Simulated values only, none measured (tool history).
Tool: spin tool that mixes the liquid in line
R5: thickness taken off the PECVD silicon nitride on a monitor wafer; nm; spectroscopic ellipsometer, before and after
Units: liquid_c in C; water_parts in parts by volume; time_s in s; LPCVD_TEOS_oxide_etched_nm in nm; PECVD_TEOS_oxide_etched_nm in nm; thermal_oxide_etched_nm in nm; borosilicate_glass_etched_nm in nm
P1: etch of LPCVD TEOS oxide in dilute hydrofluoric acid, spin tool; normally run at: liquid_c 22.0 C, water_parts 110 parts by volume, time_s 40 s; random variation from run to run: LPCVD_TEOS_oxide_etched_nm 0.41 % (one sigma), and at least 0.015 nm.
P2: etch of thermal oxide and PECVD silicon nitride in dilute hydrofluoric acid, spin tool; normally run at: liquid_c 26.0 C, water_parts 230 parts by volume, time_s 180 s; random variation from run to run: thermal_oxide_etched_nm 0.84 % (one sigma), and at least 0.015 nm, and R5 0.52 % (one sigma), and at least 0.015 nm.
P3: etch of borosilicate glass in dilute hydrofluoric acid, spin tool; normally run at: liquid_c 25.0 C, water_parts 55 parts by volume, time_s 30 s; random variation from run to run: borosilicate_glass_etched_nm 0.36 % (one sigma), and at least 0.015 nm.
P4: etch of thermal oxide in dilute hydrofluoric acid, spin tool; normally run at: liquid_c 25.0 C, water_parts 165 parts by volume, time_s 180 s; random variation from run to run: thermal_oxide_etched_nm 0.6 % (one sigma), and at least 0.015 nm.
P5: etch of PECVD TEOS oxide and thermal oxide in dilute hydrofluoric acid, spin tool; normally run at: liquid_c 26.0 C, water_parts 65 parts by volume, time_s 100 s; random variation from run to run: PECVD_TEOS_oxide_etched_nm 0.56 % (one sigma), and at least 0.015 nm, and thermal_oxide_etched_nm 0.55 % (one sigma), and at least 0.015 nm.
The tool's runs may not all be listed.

Run 1, day 0.508: process P1, liquid_c 22.0 C, water_parts 110 parts by volume, time_s 40 s. Result: LPCVD_TEOS_oxide_etched_nm 19.7790 nm.
Run 2, day 1.133: process P5, liquid_c 26.0 C, water_parts 65 parts by volume, time_s 100 s. Result: PECVD_TEOS_oxide_etched_nm 17.2340 nm, thermal_oxide_etched_nm 8.0687 nm.
Run 3, day 1.450: process P4, liquid_c 25.0 C, water_parts 165 parts by volume, time_s 290 s. Result: thermal_oxide_etched_nm 8.2618 nm.
Run 4, day 1.779: process P1, liquid_c 22.0 C, water_parts 110 parts by volume, time_s 40 s. Result: LPCVD_TEOS_oxide_etched_nm 19.7160 nm.
Run 5, day 2.133: process P1, liquid_c 22.0 C, water_parts 110 parts by volume, time_s 15 s. Result: LPCVD_TEOS_oxide_etched_nm 7.4054 nm.
Run 6, day 2.796: process P4, liquid_c 25.0 C, water_parts 165 parts by volume, time_s 180 s. Result: thermal_oxide_etched_nm 5.0201 nm.
Run 7, day 3.175: process P1, liquid_c 22.0 C, water_parts 110 parts by volume, time_s 40 s. Result: LPCVD_TEOS_oxide_etched_nm 19.6000 nm.
Run 8, day 3.533: process P3, liquid_c 30.0 C, water_parts 55 parts by volume, time_s 30 s. Result: borosilicate_glass_etched_nm 13.5580 nm.
Run 9, day 4.046: process P5, liquid_c 26.0 C, water_parts 65 parts by volume, time_s 40 s. Result: PECVD_TEOS_oxide_etched_nm 6.8556 nm, thermal_oxide_etched_nm 3.1944 nm.
Run 10, day 4.558: process P4, liquid_c 18.0 C, water_parts 165 parts by volume, time_s 180 s. Result: thermal_oxide_etched_nm 3.9118 nm.
Run 11, day 4.979: process P5, liquid_c 26.0 C, water_parts 100 parts by volume, time_s 100 s. Result: PECVD_TEOS_oxide_etched_nm 10.6350 nm, thermal_oxide_etched_nm 4.9910 nm.
Run 12, day 5.588: process P1, liquid_c 22.0 C, water_parts 110 parts by volume, time_s 70 s. Result: LPCVD_TEOS_oxide_etched_nm 34.4920 nm.
Run 13, day 5.879: process P5, liquid_c 33.0 C, water_parts 65 parts by volume, time_s 100 s. Result: PECVD_TEOS_oxide_etched_nm 22.3340 nm, thermal_oxide_etched_nm 10.4860 nm.
Run 14, day 6.258: process P3, liquid_c 25.0 C, water_parts 55 parts by volume, time_s 15 s. Result: borosilicate_glass_etched_nm 5.5217 nm.
Run 15, day 6.617: process P3, liquid_c 25.0 C, water_parts 55 parts by volume, time_s 30 s. Result: borosilicate_glass_etched_nm 10.9930 nm.
Run 16, day 7.133: process P2, liquid_c 26.0 C, water_parts 230 parts by volume, time_s 80 s. Result: thermal_oxide_etched_nm 1.4719 nm, R5 1.8703 nm.
Run 17, day 7.429: process P2, liquid_c 26.0 C, water_parts 60 parts by volume, time_s 180 s. Result: thermal_oxide_etched_nm 15.9200 nm, R5 16.0450 nm.
Run 18, day 7.846: process P3, liquid_c 25.0 C, water_parts 55 parts by volume, time_s 30 s. Result: borosilicate_glass_etched_nm 11.0600 nm.
Run 19, day 8.371: process P2, liquid_c 32.0 C, water_parts 230 parts by volume, time_s 180 s. Result: thermal_oxide_etched_nm 4.1407 nm, R5 6.0184 nm.
Run 20, day 8.875: process P1, liquid_c 22.0 C, water_parts 110 parts by volume, time_s 40 s. Result: LPCVD_TEOS_oxide_etched_nm 19.8270 nm.
Run 21, day 9.512: process P1, liquid_c 22.0 C, water_parts 110 parts by volume, time_s 40 s. Result: LPCVD_TEOS_oxide_etched_nm 19.6470 nm.
Run 22, day 10.146: process P1, liquid_c 22.0 C, water_parts 155 parts by volume, time_s 40 s. Result: LPCVD_TEOS_oxide_etched_nm 13.2950 nm.
Run 23, day 10.738: process P1, liquid_c 25.5 C, water_parts 160 parts by volume, time_s 40 s. Result: LPCVD_TEOS_oxide_etched_nm 14.5900 nm.
Run 24, day 11.088: process P1, liquid_c 27.5 C, water_parts 110 parts by volume, time_s 40 s. Result: LPCVD_TEOS_oxide_etched_nm 24.4750 nm.
Run 25, day 11.650: process P4, liquid_c 25.0 C, water_parts 240 parts by volume, time_s 180 s. Result: thermal_oxide_etched_nm 3.2194 nm.
Run 26, day 12.021: process P1, liquid_c 22.0 C, water_parts 55 parts by volume, time_s 40 s. Result: LPCVD_TEOS_oxide_etched_nm 42.2020 nm.
Run 27, day 12.517: process P4, liquid_c 25.0 C, water_parts 165 parts by volume, time_s 180 s. Result: thermal_oxide_etched_nm 5.0904 nm.
Run 28, day 12.867: process P1, liquid_c 17.5 C, water_parts 110 parts by volume, time_s 40 s. Result: LPCVD_TEOS_oxide_etched_nm 16.4800 nm.
Run 29, day 13.325: process P2, liquid_c 26.0 C, water_parts 230 parts by volume, time_s 180 s. Result: thermal_oxide_etched_nm 3.3218 nm, R5 4.2047 nm.
Run 30, day 13.646: process P3, liquid_c 25.0 C, water_parts 20 parts by volume, time_s 30 s. Result: borosilicate_glass_etched_nm 31.8410 nm.
Run 31, day 14.012: process P1, liquid_c 22.0 C, water_parts 110 parts by volume, time_s 40 s. Result: LPCVD_TEOS_oxide_etched_nm 19.7650 nm.
Run 32, day 14.575: process P1, liquid_c 22.0 C, water_parts 110 parts by volume, time_s 40 s. Result: LPCVD_TEOS_oxide_etched_nm 20.5140 nm.
Run 33, day 14.908: process P1, liquid_c 22.0 C, water_parts 110 parts by volume, time_s 40 s. Result: LPCVD_TEOS_oxide_etched_nm 20.6990 nm.
Run 34, day 15.242: process P1, liquid_c 22.0 C, water_parts 110 parts by volume, time_s 40 s. Result: LPCVD_TEOS_oxide_etched_nm 20.8710 nm.
Run 35, day 15.896: process P1, liquid_c 22.0 C, water_parts 110 parts by volume, time_s 40 s. Result: LPCVD_TEOS_oxide_etched_nm 21.1460 nm.
Run 36, day 16.192: process P1, liquid_c 22.0 C, water_parts 110 parts by volume, time_s 40 s. Result: LPCVD_TEOS_oxide_etched_nm 21.1610 nm.
Run 37, day 16.738: process P1, liquid_c 22.0 C, water_parts 110 parts by volume, time_s 40 s. Result: LPCVD_TEOS_oxide_etched_nm 21.0160 nm.

What P1 gives has crept away from where it was. These 2 causes fit the log equally well, each at the size given:
A: hydrofluoric acid flow above the setpoint (%) = 6.11
B: liquid hotter than its thermometer reads (K) = 1.68
The creep began at about day 14.012.

4 check runs are offered, one wafer each, their results left as question marks. Which one tells the causes apart?
Run check 1, day 17.283: process P5, liquid_c 29.5 C, water_parts 65 parts by volume, time_s 60 s. Result: PECVD_TEOS_oxide_etched_nm ?, thermal_oxide_etched_nm ?.
Run check 2, day 17.283: process P3, liquid_c 25.0 C, water_parts 55 parts by volume, time_s 20 s. Result: borosilicate_glass_etched_nm ?.
Run check 3, day 17.283: process P4, liquid_c 19.0 C, water_parts 165 parts by volume, time_s 180 s. Result: thermal_oxide_etched_nm ?.
Run check 4, day 17.283: process P2, liquid_c 30.5 C, water_parts 65 parts by volume, time_s 180 s. Result: thermal_oxide_etched_nm ?, R5 ?.

What each check would give under each cause:
  check                        result     if A     if B
check 1    PECVD_TEOS_oxide_etched_nm  12.5970  12.5960
check 1       thermal_oxide_etched_nm   5.8963   5.8963
check 2  borosilicate_glass_etched_nm   7.8656   7.8987
check 3       thermal_oxide_etched_nm   4.3324   4.3217
check 4       thermal_oxide_etched_nm  18.4210  18.4080
check 4                            R5  20.8750  21.8860
How far apart the two closest causes lie, in the result that separates them most: check 1 0 %; check 2 0.42 %; check 3 0.25 %; check 4 4.73 %
Only check 4 tells the causes apart: in the others they would give nearly the same result.

Then check 4 was run and gave: thermal_oxide_etched_nm 18.1350 nm; R5 21.7270 nm. Which cause is it?

It is B: liquid hotter than its thermometer reads (K).

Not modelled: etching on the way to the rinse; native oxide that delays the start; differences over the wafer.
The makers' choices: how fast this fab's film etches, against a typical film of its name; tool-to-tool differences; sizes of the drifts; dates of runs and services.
